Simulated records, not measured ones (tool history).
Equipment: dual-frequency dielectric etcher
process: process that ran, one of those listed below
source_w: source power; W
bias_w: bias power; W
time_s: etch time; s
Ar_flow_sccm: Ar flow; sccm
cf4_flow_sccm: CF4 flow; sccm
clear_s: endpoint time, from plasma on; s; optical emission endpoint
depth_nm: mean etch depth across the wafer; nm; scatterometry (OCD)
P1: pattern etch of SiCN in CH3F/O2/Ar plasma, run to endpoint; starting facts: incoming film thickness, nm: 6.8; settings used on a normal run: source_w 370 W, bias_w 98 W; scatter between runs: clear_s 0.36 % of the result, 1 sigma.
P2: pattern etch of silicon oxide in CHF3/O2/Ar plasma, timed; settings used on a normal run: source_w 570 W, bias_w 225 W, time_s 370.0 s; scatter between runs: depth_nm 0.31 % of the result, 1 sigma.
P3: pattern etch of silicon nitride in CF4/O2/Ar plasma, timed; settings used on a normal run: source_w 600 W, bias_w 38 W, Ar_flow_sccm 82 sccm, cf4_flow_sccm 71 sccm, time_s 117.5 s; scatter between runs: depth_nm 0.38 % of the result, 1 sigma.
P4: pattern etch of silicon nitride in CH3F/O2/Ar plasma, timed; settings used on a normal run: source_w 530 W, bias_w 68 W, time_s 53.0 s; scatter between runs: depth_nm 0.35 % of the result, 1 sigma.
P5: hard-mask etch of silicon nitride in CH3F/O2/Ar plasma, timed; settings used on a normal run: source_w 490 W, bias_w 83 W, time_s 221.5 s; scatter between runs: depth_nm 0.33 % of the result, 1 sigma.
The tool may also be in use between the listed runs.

| run | hour | process | source_w | bias_w | time_s | Ar_flow_sccm | cf4_flow_sccm | clear_s | depth_nm |
|---|---|---|---|---|---|---|---|---|---|
| 1 | 3.9 | P1 | 370 | 98 |  |  |  | 17.034 |  |
| 2 | 9.0 | P2 | 570 | 225 | 222.5 |  |  |  | 464.570 |
| 3 | 12.7 | P2 | 700 | 225 | 370.0 |  |  |  | 835.100 |
| 4 | 18.8 | P5 | 490 | 83 | 129.0 |  |  |  | 104.980 |
| 5 | 23.9 | P2 | 570 | 174 | 370.0 |  |  |  | 707.250 |
| 6 | 30.6 | P1 | 370 | 123 |  |  |  | 15.599 |  |
| 7 | 38.0 | P4 | 530 | 95 | 53.0 |  |  |  | 45.602 |
| 8 | 43.1 | P3 | 600 | 38 | 117.5 | 82 | 71 |  | 230.180 |
| 9 | 50.5 | P2 | 570 | 225 | 370.0 |  |  |  | 773.960 |
| 10 | 55.0 | P3 | 600 | 38 | 117.5 | 82 | 71 |  | 230.350 |
| 11 | 62.7 | P3 | 600 | 26 | 117.5 | 82 | 71 |  | 204.510 |
| 12 | 69.3 | P3 | 800 | 38 | 117.5 | 82 | 71 |  | 295.750 |
| 13 | 75.8 | P1 | 370 | 61 |  |  |  | 20.166 |  |
| 14 | 80.8 | P4 | 530 | 68 | 53.0 |  |  |  | 40.663 |
| 15 | 87.6 | P5 | 390 | 83 | 221.5 |  |  |  | 165.420 |
| 16 | 95.3 | P3 | 600 | 38 | 117.5 | 82 | 95 |  | 240.570 |
| 17 | 100.5 | P1 | 370 | 98 |  |  |  | 16.909 |  |
| 18 | 107.9 | P4 | 530 | 68 | 67.0 |  |  |  | 51.336 |
|  | 112.6 | bias power generator calibrated |
| 19 | 113.7 | P3 | 600 | 38 | 117.5 | 57 | 71 |  | 241.320 |
| 20 | 117.3 | P1 | 370 | 98 |  |  |  | 16.964 |  |
| 21 | 122.4 | P1 | 280 | 98 |  |  |  | 18.744 |  |
| 22 | 127.2 | P5 | 490 | 83 | 221.5 |  |  |  | 179.960 |
| 23 | 134.0 | P1 | 440 | 122 |  |  |  | 14.637 |  |
| 24 | 139.1 | P2 | 570 | 225 | 370.0 |  |  |  | 769.310 |
| 25 | 143.4 | P1 | 370 | 98 |  |  |  | 17.026 |  |
| 26 | 151.3 | P1 | 370 | 98 |  |  |  | 16.996 |  |
| 27 | 158.0 | P1 | 500 | 98 |  |  |  | 15.145 |  |
| 28 | 164.6 | P4 | 650 | 68 | 53.0 |  |  |  | 44.268 |
| 29 | 169.7 | P5 | 490 | 49 | 221.5 |  |  |  | 150.360 |
| 30 | 174.4 | P5 | 490 | 83 | 221.5 |  |  |  | 181.000 |
| 31 | 182.3 | P3 | 600 | 38 | 149.5 | 82 | 71 |  | 292.190 |
| 32 | 186.5 | P1 | 370 | 98 |  |  |  | 16.947 |  |
| 33 | 193.7 | P1 | 370 | 98 |  |  |  | 16.962 |  |
| 34 | 200.7 | P1 | 370 | 98 |  |  |  | 16.793 |  |
| 35 | 206.5 | P1 | 370 | 98 |  |  |  | 16.697 |  |
| 36 | 214.4 | P1 | 370 | 98 |  |  |  | 16.747 |  |

What will run 37 give?
|  | 214.8 | wet clean of the chamber |
| 37 | 219.6 | P1 | 370 | 98 |  |  |  | ? |  |

clear_s: 16.720 s
